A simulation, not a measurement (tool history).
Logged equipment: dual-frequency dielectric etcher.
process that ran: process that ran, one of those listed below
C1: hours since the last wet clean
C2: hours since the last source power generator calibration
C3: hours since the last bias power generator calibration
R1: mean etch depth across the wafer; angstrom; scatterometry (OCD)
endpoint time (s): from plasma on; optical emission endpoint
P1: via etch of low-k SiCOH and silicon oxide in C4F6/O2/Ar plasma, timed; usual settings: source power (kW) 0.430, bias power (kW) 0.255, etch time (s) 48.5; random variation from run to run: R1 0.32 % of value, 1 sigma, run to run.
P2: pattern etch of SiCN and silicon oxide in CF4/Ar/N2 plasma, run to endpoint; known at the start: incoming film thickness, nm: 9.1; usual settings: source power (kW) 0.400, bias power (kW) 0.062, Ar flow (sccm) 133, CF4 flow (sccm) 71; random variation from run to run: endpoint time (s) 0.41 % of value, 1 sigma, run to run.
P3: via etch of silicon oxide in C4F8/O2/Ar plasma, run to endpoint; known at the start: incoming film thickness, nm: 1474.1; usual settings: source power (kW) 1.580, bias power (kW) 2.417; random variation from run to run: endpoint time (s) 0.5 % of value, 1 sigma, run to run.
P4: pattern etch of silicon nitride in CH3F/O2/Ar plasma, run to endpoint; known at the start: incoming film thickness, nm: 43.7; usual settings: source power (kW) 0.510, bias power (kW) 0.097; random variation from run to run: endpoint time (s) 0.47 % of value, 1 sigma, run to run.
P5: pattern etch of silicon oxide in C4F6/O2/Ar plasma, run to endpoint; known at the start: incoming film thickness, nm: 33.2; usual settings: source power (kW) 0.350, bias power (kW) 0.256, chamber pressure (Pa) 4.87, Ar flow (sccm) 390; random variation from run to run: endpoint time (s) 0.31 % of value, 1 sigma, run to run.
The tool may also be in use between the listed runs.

run 1 day=0.196 | process_that_ran=P1 source_power_(kW)=0.430 bias_power_(kW)=0.255 etch_time_(s)=48.5 | C1=72.7 C2=3395.1 C3=1401.2 | R1=1300.60
run 2 day=0.342 | process_that_ran=P1 source_power_(kW)=0.560 bias_power_(kW)=0.255 etch_time_(s)=48.5 | C1=76.2 C2=3398.6 C3=1404.7 | R1=1438.80
run 3 day=0.475 | process_that_ran=P4 source_power_(kW)=0.510 bias_power_(kW)=0.077 | C1=79.4 C2=3401.8 C3=1407.9 | endpoint_time_(s)=57.1940
run 4 day=0.617 | process_that_ran=P1 source_power_(kW)=0.430 bias_power_(kW)=0.255 etch_time_(s)=48.5 | C1=82.8 C2=3405.2 C3=1411.3 | R1=1297.40
run 5 day=0.742 | process_that_ran=P2 source_power_(kW)=0.400 bias_power_(kW)=0.062 Ar_flow_(sccm)=133 CF4_flow_(sccm)=71 | C1=85.8 C2=3408.2 C3=1414.3 | endpoint_time_(s)=12.8550
run 6 day=0.967 | process_that_ran=P3 source_power_(kW)=1.010 bias_power_(kW)=2.417 | C1=91.2 C2=3413.6 C3=1419.7 | endpoint_time_(s)=357.4300
run 7 day=1.071 | process_that_ran=P1 source_power_(kW)=0.430 bias_power_(kW)=0.352 etch_time_(s)=48.5 | C1=93.7 C2=3416.1 C3=1422.2 | R1=1460.40
run 8 day=1.296 | process_that_ran=P2 source_power_(kW)=0.400 bias_power_(kW)=0.074 Ar_flow_(sccm)=133 CF4_flow_(sccm)=71 | C1=99.1 C2=3421.5 C3=1427.6 | endpoint_time_(s)=12.0750
run 9 day=1.467 | process_that_ran=P3 source_power_(kW)=1.580 bias_power_(kW)=2.417 | C1=103.2 C2=3425.6 C3=1431.7 | endpoint_time_(s)=298.0200
run 10 day=1.646 | process_that_ran=P5 source_power_(kW)=0.350 bias_power_(kW)=0.256 Ar_flow_(sccm)=467 chamber_pressure_(Pa)=4.87 | C1=107.5 C2=3429.9 C3=1436.0 | endpoint_time_(s)=10.6360
run 11 day=1.879 | process_that_ran=P4 source_power_(kW)=0.510 bias_power_(kW)=0.097 | C1=113.1 C2=3435.5 C3=1441.6 | endpoint_time_(s)=53.4150
run 12 day=2.050 | process_that_ran=P1 source_power_(kW)=0.430 bias_power_(kW)=0.306 etch_time_(s)=27.5 | C1=117.2 C2=3439.6 C3=1445.7 | R1=785.19
run 13 day=2.212 | process_that_ran=P1 source_power_(kW)=0.430 bias_power_(kW)=0.255 etch_time_(s)=48.5 | C1=121.1 C2=3443.5 C3=1449.6 | R1=1295.40
run 14 day=2.350 | process_that_ran=P1 source_power_(kW)=0.430 bias_power_(kW)=0.255 etch_time_(s)=48.5 | C1=124.4 C2=3446.8 C3=1452.9 | R1=1305.60
run 15 day=2.525 | process_that_ran=P5 source_power_(kW)=0.350 bias_power_(kW)=0.361 Ar_flow_(sccm)=390 chamber_pressure_(Pa)=4.87 | C1=128.6 C2=3451.0 C3=1457.1 | endpoint_time_(s)=9.2853
-- day=2.596 wet clean of the chamber
run 16 day=2.762 | process_that_ran=P1 source_power_(kW)=0.430 bias_power_(kW)=0.255 etch_time_(s)=48.5 | C1=4.1 C2=3456.7 C3=1462.8 | R1=1301.30
run 17 day=2.938 | process_that_ran=P3 source_power_(kW)=1.580 bias_power_(kW)=1.617 | C1=8.3 C2=3460.9 C3=1467.0 | endpoint_time_(s)=331.7200
run 18 day=3.146 | process_that_ran=P5 source_power_(kW)=0.350 bias_power_(kW)=0.256 Ar_flow_(sccm)=390 chamber_pressure_(Pa)=4.87 | C1=13.3 C2=3465.9 C3=1472.0 | endpoint_time_(s)=10.4290
run 19 day=3.288 | process_that_ran=P2 source_power_(kW)=0.400 bias_power_(kW)=0.062 Ar_flow_(sccm)=133 CF4_flow_(sccm)=93 | C1=16.7 C2=3469.3 C3=1475.4 | endpoint_time_(s)=12.3770
run 20 day=3.429 | process_that_ran=P5 source_power_(kW)=0.350 bias_power_(kW)=0.256 Ar_flow_(sccm)=390 chamber_pressure_(Pa)=4.87 | C1=20.1 C2=3472.7 C3=1478.8 | endpoint_time_(s)=10.4600
run 21 day=3.571 | process_that_ran=P1 source_power_(kW)=0.430 bias_power_(kW)=0.255 etch_time_(s)=62.5 | C1=23.5 C2=3476.1 C3=1482.2 | R1=1678.00
run 22 day=3.733 | process_that_ran=P5 source_power_(kW)=0.450 bias_power_(kW)=0.256 Ar_flow_(sccm)=390 chamber_pressure_(Pa)=4.87 | C1=27.4 C2=3480.0 C3=1486.1 | endpoint_time_(s)=9.4837
run 23 day=3.925 | process_that_ran=P1 source_power_(kW)=0.310 bias_power_(kW)=0.255 etch_time_(s)=63.5 | C1=32.0 C2=3484.6 C3=1490.7 | R1=1506.50
run 24 day=4.142 | process_that_ran=P1 source_power_(kW)=0.430 bias_power_(kW)=0.255 etch_time_(s)=33.0 | C1=37.2 C2=3489.8 C3=1495.9 | R1=885.72
run 25 day=4.350 | process_that_ran=P4 source_power_(kW)=0.510 bias_power_(kW)=0.097 | C1=42.2 C2=3494.8 C3=1500.9 | endpoint_time_(s)=52.9580
run 26 day=4.533 | process_that_ran=P2 source_power_(kW)=0.560 bias_power_(kW)=0.062 Ar_flow_(sccm)=133 CF4_flow_(sccm)=71 | C1=46.6 C2=3499.2 C3=1505.3 | endpoint_time_(s)=9.6399
run 27 day=4.662 | process_that_ran=P1 source_power_(kW)=0.340 bias_power_(kW)=0.255 etch_time_(s)=48.5 | C1=49.7 C2=3502.3 C3=1508.4 | R1=1188.10
run 28 day=4.838 | process_that_ran=P4 source_power_(kW)=0.320 bias_power_(kW)=0.097 | C1=53.9 C2=3506.5 C3=1512.6 | endpoint_time_(s)=63.0250
run 29 day=4.983 | process_that_ran=P5 source_power_(kW)=0.350 bias_power_(kW)=0.256 Ar_flow_(sccm)=390 chamber_pressure_(Pa)=3.73 | C1=57.4 C2=3510.0 C3=1516.1 | endpoint_time_(s)=10.1560
run 30 day=5.192 | process_that_ran=P2 source_power_(kW)=0.400 bias_power_(kW)=0.062 Ar_flow_(sccm)=185 CF4_flow_(sccm)=71 | C1=62.4 C2=3515.0 C3=1521.1 | endpoint_time_(s)=13.6260
run 31 day=5.312 | process_that_ran=P1 source_power_(kW)=0.430 bias_power_(kW)=0.160 etch_time_(s)=48.5 | C1=65.3 C2=3517.9 C3=1524.0 | R1=1125.80
run 32 day=5.417 | process_that_ran=P1 source_power_(kW)=0.430 bias_power_(kW)=0.255 etch_time_(s)=48.5 | C1=67.8 C2=3520.4 C3=1526.5 | R1=1307.30
run 33 day=5.521 | process_that_ran=P1 source_power_(kW)=0.430 bias_power_(kW)=0.255 etch_time_(s)=48.5 | C1=70.3 C2=3522.9 C3=1529.0 | R1=1292.70
run 34 day=5.675 | process_that_ran=P1 source_power_(kW)=0.430 bias_power_(kW)=0.255 etch_time_(s)=48.5 | C1=74.0 C2=3526.6 C3=1532.7 | R1=1290.30
run 35 day=5.858 | process_that_ran=P1 source_power_(kW)=0.430 bias_power_(kW)=0.255 etch_time_(s)=48.5 | C1=78.4 C2=3531.0 C3=1537.1 | R1=1288.60
run 36 day=5.975 | process_that_ran=P1 source_power_(kW)=0.430 bias_power_(kW)=0.255 etch_time_(s)=48.5 | C1=81.2 C2=3533.8 C3=1539.9 | R1=1288.50
run 37 day=6.175 | process_that_ran=P1 source_power_(kW)=0.430 bias_power_(kW)=0.255 etch_time_(s)=48.5 | C1=86.0 C2=3538.6 C3=1544.7 | R1=1281.40
-- day=6.204 wet clean of the chamber
run 38 day=6.304 | process_that_ran=P1 source_power_(kW)=0.430 bias_power_(kW)=0.255 etch_time_(s)=48.5 | C1=2.4 C2=3541.7 C3=1547.8 | R1=1279.60
run 39 day=6.421 | process_that_ran=P1 source_power_(kW)=0.430 bias_power_(kW)=0.255 etch_time_(s)=48.5 | C1=5.2 C2=3544.5 C3=1550.6 | R1=1286.50
run 40 day=6.608 | process_that_ran=P1 source_power_(kW)=0.430 bias_power_(kW)=0.255 etch_time_(s)=48.5 | C1=9.7 C2=3549.0 C3=1555.1 | R1=1279.50
run 41 day=6.742 | process_that_ran=P1 source_power_(kW)=0.430 bias_power_(kW)=0.255 etch_time_(s)=48.5 | C1=12.9 C2=3552.2 C3=1558.3 | R1=1281.10
run 42 day=6.971 | process_that_ran=P1 source_power_(kW)=0.430 bias_power_(kW)=0.255 etch_time_(s)=48.5 | C1=18.4 C2=3557.7 C3=1563.8 | R1=1277.20

The output of P1 has drifted from where it used to be. Each of the 2 causes below, taken at the size shown beside it, accounts for the log equally well:
A: source power that arrives under what is set, % = 4.24
B: bias power that arrives under what is set, % = 4.82
At approximately day 5.417, the process output began to creep.
The rest of the possible causes, and what rules out each one:
chamber walls in a state that lowers the etch rate, %: work on it at day 6.204, done after the drift set in, did not restore what the process gave before

Below are 4 check runs, each averaged over 2 wafers, with their results shown as question marks. Which of them would give clearly different results depending on which cause is behind the drift?
run check 1 day=7.200 | process_that_ran=P3 source_power_(kW)=1.580 bias_power_(kW)=2.417 | endpoint_time_(s)=?
run check 2 day=7.200 | process_that_ran=P2 source_power_(kW)=0.400 bias_power_(kW)=0.062 Ar_flow_(sccm)=133 CF4_flow_(sccm)=71 | endpoint_time_(s)=?
run check 3 day=7.200 | process_that_ran=P4 source_power_(kW)=0.510 bias_power_(kW)=0.097 | endpoint_time_(s)=?
run check 4 day=7.200 | process_that_ran=P5 source_power_(kW)=0.350 bias_power_(kW)=0.256 Ar_flow_(sccm)=390 chamber_pressure_(Pa)=4.87 | endpoint_time_(s)=?

Outcome of each check run for each possible cause:
check=check_1 result=endpoint_time_(s) if_A=303.9400 if_B=303.2900
check=check_2 result=endpoint_time_(s) if_A=13.3990 if_B=13.1170
check=check_3 result=endpoint_time_(s) if_A=53.6570 if_B=53.7330
check=check_4 result=endpoint_time_(s) if_A=10.6160 if_B=10.6200
Per-check spread between the two closest causes, in the result where they differ most: check 1 0.21 %; check 2 2.12 %; check 3 0.14 %; check 4 0.03 %
Check 2 is the one run that separates the causes; every other check would come out nearly the same whichever cause is at work.

With check 2 done, the readings were: endpoint time (s) 13.4140. Identify which of the listed causes applies.

It is A: source power that arrives under what is set, %.
